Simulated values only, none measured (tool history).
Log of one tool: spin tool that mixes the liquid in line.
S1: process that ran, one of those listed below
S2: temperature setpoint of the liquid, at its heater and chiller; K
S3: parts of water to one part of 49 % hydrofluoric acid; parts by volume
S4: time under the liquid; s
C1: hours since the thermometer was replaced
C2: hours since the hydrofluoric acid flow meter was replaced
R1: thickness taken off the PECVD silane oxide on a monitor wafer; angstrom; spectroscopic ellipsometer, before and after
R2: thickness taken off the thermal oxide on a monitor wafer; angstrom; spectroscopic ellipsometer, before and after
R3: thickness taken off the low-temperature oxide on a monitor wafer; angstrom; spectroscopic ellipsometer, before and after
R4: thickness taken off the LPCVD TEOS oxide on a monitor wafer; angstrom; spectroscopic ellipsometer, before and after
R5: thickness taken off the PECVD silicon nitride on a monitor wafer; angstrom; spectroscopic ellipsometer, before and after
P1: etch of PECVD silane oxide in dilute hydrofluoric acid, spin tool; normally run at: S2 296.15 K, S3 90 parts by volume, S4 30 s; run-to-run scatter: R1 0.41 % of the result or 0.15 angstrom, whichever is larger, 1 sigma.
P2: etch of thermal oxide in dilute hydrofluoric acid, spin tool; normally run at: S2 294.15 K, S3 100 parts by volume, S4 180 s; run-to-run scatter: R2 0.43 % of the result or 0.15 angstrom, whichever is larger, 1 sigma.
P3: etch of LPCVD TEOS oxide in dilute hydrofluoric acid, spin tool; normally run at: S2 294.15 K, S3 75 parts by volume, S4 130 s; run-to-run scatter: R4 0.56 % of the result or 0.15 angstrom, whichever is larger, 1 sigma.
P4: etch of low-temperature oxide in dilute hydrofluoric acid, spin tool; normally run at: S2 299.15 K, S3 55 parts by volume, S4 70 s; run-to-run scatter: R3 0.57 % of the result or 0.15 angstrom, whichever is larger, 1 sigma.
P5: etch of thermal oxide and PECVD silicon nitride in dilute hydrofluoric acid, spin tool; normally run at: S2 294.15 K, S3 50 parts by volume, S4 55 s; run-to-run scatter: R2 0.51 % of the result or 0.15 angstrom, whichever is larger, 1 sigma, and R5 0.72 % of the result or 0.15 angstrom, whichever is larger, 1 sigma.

run	hour	S1	S2	S3	S4	C1	C2	R1	R2	R3	R4	R5
1	7.2	P1	296.15	90	30	515.6	614	81.704				
2	11.2	P2	294.15	150	180	519.6	618		51.63			
3	16.2	P4	299.15	55	70	524.6	623			519.18		
4	21	P1	296.15	160	30	529.4	627.8	42.312				
5	24.9	P1	296.15	90	45	533.3	631.7	121.59				
6	30.3	P4	290.65	55	70	538.7	637.1			360.36		
7	37.4	P2	290.15	100	180	545.8	644.2		69.338			
8	42	P1	296.15	90	15	550.4	648.8	41.268				
9	49.3	P3	294.15	75	130	557.7	656.1				544.32	
10	53.5	P5	294.15	50	55	561.9	660.3		48.558			31.133
11	58	P1	296.15	90	30	566.4	664.8	82.019				
12	64.9	P3	294.15	20	130	573.3	671.7				2177.1	
13	71.8	P3	290.15	75	130	580.2	678.6				460.38	
14	78.3	P3	294.15	75	130	586.7	685.1				539.24	
15	82.7	P5	290.15	50	55	591.1	689.5		41.28			23.437
16	88.6	P2	294.15	100	310	597	695.4		140.71			
17	94	P4	299.15	55	25	602.4	700.8			183.17		
18	98.2	P2	294.15	100	180	606.6	705		81.553			
19	105.4	P1	296.15	90	30	613.8	712.2	82.239				
20	113.3	P1	296.15	155	15	621.7	720.1	22.055				
21	119.1	P1	290.15	90	30	627.5	725.9	63.683				
22	123.3	P1	302.15	90	30	631.7	730.1	103.74				
23	128.7	P1	296.15	30	30	637.1	735.5	264.32				
24	133.4	P2	294.15	100	180	641.8	740.2		81.513			
25	140.6	P1	296.15	160	15	649	747.4	21.306				
26	145.1	P3	294.15	75	55	653.5	751.9				229.08	
27	151.4	P1	296.15	90	30	659.8	758.2	82.609				
28	159.7	P5	294.15	50	20	668.1	766.5		17.837			10.847
29	167.6	P5	294.15	20	55	676	774.4		126.59			74.595
30	175.9	P1	296.15	150	55	684.3	782.7	83.581				
31	183.7	P1	296.15	90	30	692.1	790.5	81.86				
32	190.3	P4	299.15	100	70	698.7	797.1			266.08		
33	194.8	P1	296.15	90	30	703.2	801.6	82.349				
34	201.9	P1	296.15	90	30	710.3	808.7	78.851				
35	209.8	P1	296.15	90	30	718.2	816.6	76.887				
36	216.3	P1	296.15	90	30	724.7	823.1	75.369				
37	221.1	P1	296.15	90	30	729.5	827.9	75.481				
38	225.8	P1	296.15	90	30	734.2	832.6	75.058				
39	229.9	P1	296.15	90	30	738.3	836.7	74.354				
40	235.1	P1	296.15	90	30	743.5	841.9	74.405				
41	241.5	P1	296.15	90	30	749.9	848.3	74.217				
42	245.2	P1	296.15	90	30	753.6	852	73.785				
43	251	P1	296.15	90	30	759.4	857.8	73.786				

What P1 gives has crept away from where it was. These 2 causes fit the log equally well, each at the size given:
A: liquid colder than its thermometer reads (K) = 2.39
B: hydrofluoric acid flow below the setpoint (%) = 8.34
The creep began at about hour 194.8.

4 check runs are offered, one wafer each, their results left as question marks. Which one tells the causes apart?
check 1	256.8	P4	299.15	55	70					?		
check 2	256.8	P2	294.15	100	180				?			
check 3	256.8	P3	294.15	75	130						?	
check 4	256.8	P5	294.15	50	55				?			?

What each check would give under each cause:
check	result	if A	if B
check 1	R3	466.53	468.14
check 2	R2	74.203	74.27
check 3	R4	491.54	493.94
check 4	R2	44.195	44.594
check 4	R5	26.243	28.469
How far apart the two closest causes lie, in the result that separates them most: check 1 0.34 %; check 2 0.09 %; check 3 0.49 %; check 4 8.14 %
Only check 4 tells the causes apart: in the others they would give nearly the same result.

Then check 4 was run and gave: R2 43.814 angstrom; R5 26.493 angstrom. Which cause is it?

It is A: liquid colder than its thermometer reads (K).

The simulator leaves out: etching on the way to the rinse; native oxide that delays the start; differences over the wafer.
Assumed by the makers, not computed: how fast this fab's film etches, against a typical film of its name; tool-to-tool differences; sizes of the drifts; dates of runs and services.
